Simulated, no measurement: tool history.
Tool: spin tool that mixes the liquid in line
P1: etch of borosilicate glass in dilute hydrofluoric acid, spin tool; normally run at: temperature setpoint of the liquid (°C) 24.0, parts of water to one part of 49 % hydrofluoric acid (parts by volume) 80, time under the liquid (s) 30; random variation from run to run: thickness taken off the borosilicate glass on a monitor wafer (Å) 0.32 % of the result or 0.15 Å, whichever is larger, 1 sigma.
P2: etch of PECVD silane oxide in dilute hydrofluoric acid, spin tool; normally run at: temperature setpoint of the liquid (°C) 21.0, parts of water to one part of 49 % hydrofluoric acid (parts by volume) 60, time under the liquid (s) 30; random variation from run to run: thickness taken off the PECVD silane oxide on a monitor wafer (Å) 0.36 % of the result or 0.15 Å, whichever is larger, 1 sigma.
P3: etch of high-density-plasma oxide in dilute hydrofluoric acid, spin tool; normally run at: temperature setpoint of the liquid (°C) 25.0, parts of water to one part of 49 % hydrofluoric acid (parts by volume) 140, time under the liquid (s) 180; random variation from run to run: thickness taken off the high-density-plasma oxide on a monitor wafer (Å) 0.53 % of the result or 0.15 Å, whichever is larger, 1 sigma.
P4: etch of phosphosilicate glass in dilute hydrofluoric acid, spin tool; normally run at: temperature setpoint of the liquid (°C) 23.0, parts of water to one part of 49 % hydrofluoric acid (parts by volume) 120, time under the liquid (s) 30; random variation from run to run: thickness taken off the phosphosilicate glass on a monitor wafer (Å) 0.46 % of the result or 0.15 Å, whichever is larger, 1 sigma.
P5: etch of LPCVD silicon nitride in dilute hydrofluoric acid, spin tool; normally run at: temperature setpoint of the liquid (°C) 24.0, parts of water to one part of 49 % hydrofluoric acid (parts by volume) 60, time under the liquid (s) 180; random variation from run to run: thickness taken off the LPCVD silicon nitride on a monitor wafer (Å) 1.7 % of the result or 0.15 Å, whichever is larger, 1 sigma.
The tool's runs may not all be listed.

| run | hour | process that ran | temperature setpoint of the liquid (°C) | parts of water to one part of 49 % hydrofluoric acid (parts by volume) | time under the liquid (s) | hours since the thermometer was replaced | hours since the hydrofluoric acid flow meter was replaced | thickness taken off the borosilicate glass on a monitor wafer (Å) | thickness taken off the phosphosilicate glass on a monitor wafer (Å) | thickness taken off the LPCVD silicon nitride on a monitor wafer (Å) | thickness taken off the high-density-plasma oxide on a monitor wafer (Å) | thickness taken off the PECVD silane oxide on a monitor wafer (Å) |
|---|---|---|---|---|---|---|---|---|---|---|---|---|
| 1 | 8.5 | P1 | 24.0 | 80 | 30 | 987.7 | 241.5 | 217.700 |  |  |  |  |
| 2 | 17.6 | P1 | 24.0 | 80 | 45 | 996.8 | 250.6 | 323.790 |  |  |  |  |
| 3 | 24.0 | P1 | 24.0 | 80 | 30 | 1003.2 | 257.0 | 218.560 |  |  |  |  |
| 4 | 36.7 | P4 | 30.0 | 120 | 30 | 1015.9 | 269.7 |  | 348.10 |  |  |  |
| 5 | 50.5 | P1 | 24.0 | 80 | 30 | 1029.7 | 283.5 | 218.290 |  |  |  |  |
| 6 | 61.5 | P5 | 24.0 | 60 | 15 | 1040.7 | 294.5 |  |  | 1.1536 |  |  |
| 7 | 75.7 | P5 | 18.0 | 60 | 180 | 1054.9 | 308.7 |  |  | 10.2830 |  |  |
| 8 | 88.0 | P1 | 24.0 | 135 | 30 | 1067.2 | 321.0 | 120.820 |  |  |  |  |
| 9 | 99.3 | P4 | 23.0 | 120 | 15 | 1078.5 | 332.3 |  | 134.48 |  |  |  |
| 10 | 106.1 | P3 | 25.0 | 55 | 180 | 1085.3 | 339.1 |  |  |  | 235.620 |  |
| 11 | 119.5 | P1 | 24.0 | 20 | 30 | 1098.7 | 352.5 | 945.570 |  |  |  |  |
|  | 124.2 | hydrofluoric acid flow meter replaced |
| 12 | 133.6 | P4 | 23.0 | 120 | 30 | 1112.8 | 9.5 |  | 267.04 |  |  |  |
| 13 | 145.1 | P1 | 24.0 | 80 | 15 | 1124.3 | 21.0 | 108.830 |  |  |  |  |
| 14 | 156.8 | P4 | 23.0 | 120 | 30 | 1136.0 | 32.7 |  | 266.27 |  |  |  |
| 15 | 165.3 | P2 | 21.0 | 20 | 30 | 1144.5 | 41.2 |  |  |  |  | 246.030 |
| 16 | 178.7 | P3 | 25.0 | 140 | 180 | 1157.9 | 54.6 |  |  |  | 82.949 |  |
| 17 | 188.9 | P3 | 25.0 | 140 | 180 | 1168.1 | 64.8 |  |  |  | 83.020 |  |
|  | 190.1 | thermometer replaced |
| 18 | 198.8 | P1 | 17.5 | 80 | 30 | 8.7 | 74.7 | 166.310 |  |  |  |  |
| 19 | 205.7 | P5 | 24.0 | 90 | 180 | 15.6 | 81.6 |  |  | 10.6550 |  |  |
| 20 | 213.7 | P2 | 21.0 | 60 | 30 | 23.6 | 89.6 |  |  |  |  | 77.792 |
| 21 | 220.6 | P4 | 23.0 | 50 | 30 | 30.5 | 96.5 |  | 689.26 |  |  |  |
| 22 | 228.8 | P2 | 21.0 | 60 | 30 | 38.7 | 104.7 |  |  |  |  | 78.369 |
| 23 | 238.3 | P3 | 18.5 | 140 | 180 | 48.2 | 114.2 |  |  |  | 63.578 |  |
| 24 | 248.5 | P1 | 24.0 | 80 | 30 | 58.4 | 124.4 | 217.890 |  |  |  |  |
| 25 | 262.4 | P5 | 24.0 | 60 | 180 | 72.3 | 138.3 |  |  | 15.3210 |  |  |
| 26 | 269.4 | P1 | 17.0 | 80 | 15 | 79.3 | 145.3 | 80.881 |  |  |  |  |
| 27 | 278.7 | P1 | 17.0 | 105 | 30 | 88.6 | 154.6 | 121.190 |  |  |  |  |
| 28 | 290.0 | P1 | 24.0 | 80 | 30 | 99.9 | 165.9 | 217.420 |  |  |  |  |
| 29 | 299.2 | P1 | 24.0 | 80 | 30 | 109.1 | 175.1 | 217.620 |  |  |  |  |
| 30 | 313.4 | P2 | 25.5 | 60 | 30 | 123.3 | 189.3 |  |  |  |  | 93.432 |
| 31 | 325.7 | P1 | 29.0 | 80 | 30 | 135.6 | 201.6 | 264.740 |  |  |  |  |
| 32 | 334.1 | P2 | 21.0 | 60 | 15 | 144.0 | 210.0 |  |  |  |  | 39.426 |
| 33 | 347.2 | P1 | 24.0 | 80 | 30 | 157.1 | 223.1 | 218.230 |  |  |  |  |
| 34 | 355.2 | P5 | 24.0 | 60 | 180 | 165.1 | 231.1 |  |  | 15.3600 |  |  |
| 35 | 367.0 | P3 | 25.0 | 140 | 50 | 176.9 | 242.9 |  |  |  | 22.891 |  |
| 36 | 375.7 | P1 | 29.0 | 25 | 30 | 185.6 | 251.6 | 919.430 |  |  |  |  |
| 37 | 386.0 | P1 | 24.0 | 80 | 30 | 195.9 | 261.9 | 218.100 |  |  |  |  |
| 38 | 399.8 | P1 | 24.0 | 80 | 30 | 209.7 | 275.7 | 226.970 |  |  |  |  |
| 39 | 413.7 | P1 | 24.0 | 80 | 30 | 223.6 | 289.6 | 231.840 |  |  |  |  |
| 40 | 425.0 | P1 | 24.0 | 80 | 30 | 234.9 | 300.9 | 232.220 |  |  |  |  |
| 41 | 434.0 | P1 | 24.0 | 80 | 30 | 243.9 | 309.9 | 233.130 |  |  |  |  |

The next listed run, before its measurement:
| 42 | 447.9 | P1 | 24.0 | 80 | 30 | 257.8 | 323.8 | ? |  |  |  |  |

{"run 42": {"thickness taken off the borosilicate glass on a monitor wafer (Å)": 234.91}}
